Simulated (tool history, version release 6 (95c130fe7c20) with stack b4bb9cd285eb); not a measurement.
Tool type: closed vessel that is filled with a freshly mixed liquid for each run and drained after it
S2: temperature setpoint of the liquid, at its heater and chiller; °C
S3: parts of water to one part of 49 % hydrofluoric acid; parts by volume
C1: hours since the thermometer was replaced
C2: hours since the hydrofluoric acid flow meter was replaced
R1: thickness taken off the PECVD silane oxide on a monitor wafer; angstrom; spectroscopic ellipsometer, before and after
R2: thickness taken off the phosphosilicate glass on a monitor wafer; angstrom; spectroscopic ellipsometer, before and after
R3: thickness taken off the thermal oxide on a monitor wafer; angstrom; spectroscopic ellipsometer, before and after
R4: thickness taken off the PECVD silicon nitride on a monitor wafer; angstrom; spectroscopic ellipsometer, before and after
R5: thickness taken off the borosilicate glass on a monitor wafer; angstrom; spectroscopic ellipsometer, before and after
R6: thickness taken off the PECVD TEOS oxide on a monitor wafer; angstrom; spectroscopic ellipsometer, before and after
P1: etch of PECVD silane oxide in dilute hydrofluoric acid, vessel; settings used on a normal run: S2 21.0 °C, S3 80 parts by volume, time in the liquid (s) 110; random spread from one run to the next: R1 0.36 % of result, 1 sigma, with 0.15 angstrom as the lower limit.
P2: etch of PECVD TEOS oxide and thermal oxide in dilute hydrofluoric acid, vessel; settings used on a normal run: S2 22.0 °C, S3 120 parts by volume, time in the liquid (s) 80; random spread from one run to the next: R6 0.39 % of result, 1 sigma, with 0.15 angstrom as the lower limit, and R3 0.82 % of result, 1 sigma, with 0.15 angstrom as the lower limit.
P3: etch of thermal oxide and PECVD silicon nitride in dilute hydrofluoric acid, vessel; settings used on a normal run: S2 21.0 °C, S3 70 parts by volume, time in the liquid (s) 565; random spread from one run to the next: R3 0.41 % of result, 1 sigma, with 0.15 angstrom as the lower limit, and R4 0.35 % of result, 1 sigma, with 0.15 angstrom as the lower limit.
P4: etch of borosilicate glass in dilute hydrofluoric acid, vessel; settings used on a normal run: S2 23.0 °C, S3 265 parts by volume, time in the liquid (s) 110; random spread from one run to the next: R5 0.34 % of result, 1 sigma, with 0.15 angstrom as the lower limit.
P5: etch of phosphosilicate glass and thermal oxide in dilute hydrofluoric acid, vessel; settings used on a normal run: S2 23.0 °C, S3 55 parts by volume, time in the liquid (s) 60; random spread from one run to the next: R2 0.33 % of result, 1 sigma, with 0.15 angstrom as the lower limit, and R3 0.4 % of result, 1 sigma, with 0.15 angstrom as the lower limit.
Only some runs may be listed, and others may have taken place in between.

Run 1, day 0.338: process that ran P1, S2 21.0 °C, S3 80 parts by volume, time in the liquid (s) 110; C1 275.2; C2 274.0. Result: R1 327.350 angstrom.
Run 2, day 0.575: process that ran P1, S2 21.0 °C, S3 80 parts by volume, time in the liquid (s) 30; C1 280.9; C2 279.7. Result: R1 89.856 angstrom.
Run 3, day 0.908: process that ran P1, S2 21.0 °C, S3 80 parts by volume, time in the liquid (s) 110; C1 288.9; C2 287.7. Result: R1 329.900 angstrom.
Run 4, day 1.354: process that ran P5, S2 17.5 °C, S3 55 parts by volume, time in the liquid (s) 60; C1 299.6; C2 298.4. Result: R2 1707.1 angstrom, R3 40.389 angstrom.
Run 5, day 1.588: process that ran P3, S2 21.0 °C, S3 70 parts by volume, time in the liquid (s) 70; C1 305.2; C2 304.0. Result: R3 44.348 angstrom, R4 15.906 angstrom.
Run 6, day 2.104: process that ran P1, S2 21.0 °C, S3 115 parts by volume, time in the liquid (s) 110; C1 317.6; C2 316.4. Result: R1 218.580 angstrom.
Run 7, day 2.508: process that ran P4, S2 23.0 °C, S3 65 parts by volume, time in the liquid (s) 110; C1 327.3; C2 326.1. Result: R5 526.200 angstrom.
Run 8, day 2.821: process that ran P1, S2 21.0 °C, S3 80 parts by volume, time in the liquid (s) 110; C1 334.8; C2 333.6. Result: R1 327.120 angstrom.
Run 9, day 3.208: process that ran P3, S2 21.0 °C, S3 70 parts by volume, time in the liquid (s) 565; C1 344.1; C2 342.9. Result: R3 360.760 angstrom, R4 129.130 angstrom.
Run 10, day 3.696: process that ran P1, S2 21.0 °C, S3 80 parts by volume, time in the liquid (s) 110; C1 355.8; C2 354.6. Result: R1 330.160 angstrom.
Run 11, day 4.083: process that ran P1, S2 21.0 °C, S3 80 parts by volume, time in the liquid (s) 110; C1 365.1; C2 363.9. Result: R1 325.960 angstrom.
Run 12, day 4.338: process that ran P4, S2 23.0 °C, S3 265 parts by volume, time in the liquid (s) 110; C1 371.2; C2 370.0. Result: R5 103.740 angstrom.
Run 13, day 4.792: process that ran P3, S2 25.0 °C, S3 70 parts by volume, time in the liquid (s) 565; C1 382.1; C2 380.9. Result: R3 420.760 angstrom, R4 168.380 angstrom.
Run 14, day 5.250: process that ran P2, S2 22.0 °C, S3 120 parts by volume, time in the liquid (s) 80; C1 393.1; C2 391.9. Result: R3 28.351 angstrom, R6 55.966 angstrom.
Run 15, day 5.621: process that ran P4, S2 23.0 °C, S3 265 parts by volume, time in the liquid (s) 110; C1 402.0; C2 400.8. Result: R5 103.370 angstrom.
Run 16, day 5.883: process that ran P1, S2 21.0 °C, S3 80 parts by volume, time in the liquid (s) 175; C1 408.3; C2 407.1. Result: R1 523.070 angstrom.
Run 17, day 6.400: process that ran P1, S2 21.0 °C, S3 80 parts by volume, time in the liquid (s) 110; C1 420.7; C2 419.5. Result: R1 327.660 angstrom.
At day 6.692: hydrofluoric acid flow meter replaced.
Run 18, day 6.796: process that ran P5, S2 23.0 °C, S3 55 parts by volume, time in the liquid (s) 60; C1 430.2; C2 2.6. Result: R2 2141.9 angstrom, R3 50.939 angstrom.
Run 19, day 7.175: process that ran P1, S2 21.0 °C, S3 20 parts by volume, time in the liquid (s) 175; C1 439.3; C2 11.7. Result: R1 2238.900 angstrom.
Run 20, day 7.433: process that ran P1, S2 25.5 °C, S3 80 parts by volume, time in the liquid (s) 110; C1 445.5; C2 17.9. Result: R1 392.990 angstrom.
Run 21, day 7.796: process that ran P4, S2 30.5 °C, S3 265 parts by volume, time in the liquid (s) 110; C1 454.2; C2 26.6. Result: R5 133.830 angstrom.
Run 22, day 8.217: process that ran P4, S2 23.0 °C, S3 265 parts by volume, time in the liquid (s) 50; C1 464.3; C2 36.7. Result: R5 47.112 angstrom.
Run 23, day 8.500: process that ran P2, S2 22.0 °C, S3 210 parts by volume, time in the liquid (s) 80; C1 471.1; C2 43.5. Result: R3 14.613 angstrom, R6 29.249 angstrom.
Run 24, day 8.946: process that ran P1, S2 17.0 °C, S3 80 parts by volume, time in the liquid (s) 110; C1 481.8; C2 54.2. Result: R1 278.050 angstrom.
Run 25, day 9.275: process that ran P1, S2 21.0 °C, S3 35 parts by volume, time in the liquid (s) 110; C1 489.7; C2 62.1. Result: R1 792.220 angstrom.
Run 26, day 9.696: process that ran P5, S2 23.0 °C, S3 55 parts by volume, time in the liquid (s) 110; C1 499.8; C2 72.2. Result: R2 3954.7 angstrom, R3 93.186 angstrom.
Run 27, day 10.029: process that ran P2, S2 22.0 °C, S3 120 parts by volume, time in the liquid (s) 30; C1 507.8; C2 80.2. Result: R3 10.794 angstrom, R6 21.364 angstrom.

What does the tool deliver on the next run?
Run 28, day 10.400: process that ran P1, S2 21.0 °C, S3 80 parts by volume, time in the liquid (s) 110; C1 516.7; C2 89.1. Result: R1 ?.

Run 28 produced R1 327.550 angstrom.

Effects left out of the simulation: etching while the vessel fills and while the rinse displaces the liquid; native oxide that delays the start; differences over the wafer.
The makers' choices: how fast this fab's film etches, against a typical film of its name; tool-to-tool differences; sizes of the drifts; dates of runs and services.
